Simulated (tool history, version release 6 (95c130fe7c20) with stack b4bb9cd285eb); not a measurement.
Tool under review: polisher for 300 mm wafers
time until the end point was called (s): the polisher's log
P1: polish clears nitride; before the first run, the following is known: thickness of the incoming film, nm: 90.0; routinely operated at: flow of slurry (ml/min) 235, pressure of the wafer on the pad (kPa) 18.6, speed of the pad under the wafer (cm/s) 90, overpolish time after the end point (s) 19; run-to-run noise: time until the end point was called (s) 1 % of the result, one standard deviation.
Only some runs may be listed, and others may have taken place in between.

run	hour	flow of slurry (ml/min)	pressure of the wafer on the pad (kPa)	speed of the pad under the wafer (cm/s)	overpolish time after the end point (s)	time until the end point was called (s)
1	2.7	235	18.6	90	19	93.954
2	5.8	140	18.6	90	19	102.000
3	9.7	355	26.9	90	19	62.136
4	14.9	235	18.6	90	19	94.674
5	19.6	300	18.6	90	19	91.502
6	22.8	235	18.6	90	10	94.805
7	27.5	235	18.6	132	27	64.173
8	32.9	235	18.6	90	19	94.801
9	37.6	235	18.6	90	37	94.430
10	41.3	235	27.6	90	19	63.444
11	46.0	235	18.6	90	19	94.957
12	49.9	235	18.6	54	19	156.870
13	53.8	235	18.6	90	19	95.005
14	59.1	235	18.6	90	19	95.308
# hour 59.4: slurry nozzle cleaned
15	64.3	235	9.7	90	19	183.030
16	69.0	235	18.6	128	19	66.918
17	73.6	235	18.6	90	19	95.535

Run 18, settings as shown, results not yet in. Your forecast:
18	78.7	235	18.6	90	19	?

{"run 18": {"time until the end point was called (s)": 96.647}}

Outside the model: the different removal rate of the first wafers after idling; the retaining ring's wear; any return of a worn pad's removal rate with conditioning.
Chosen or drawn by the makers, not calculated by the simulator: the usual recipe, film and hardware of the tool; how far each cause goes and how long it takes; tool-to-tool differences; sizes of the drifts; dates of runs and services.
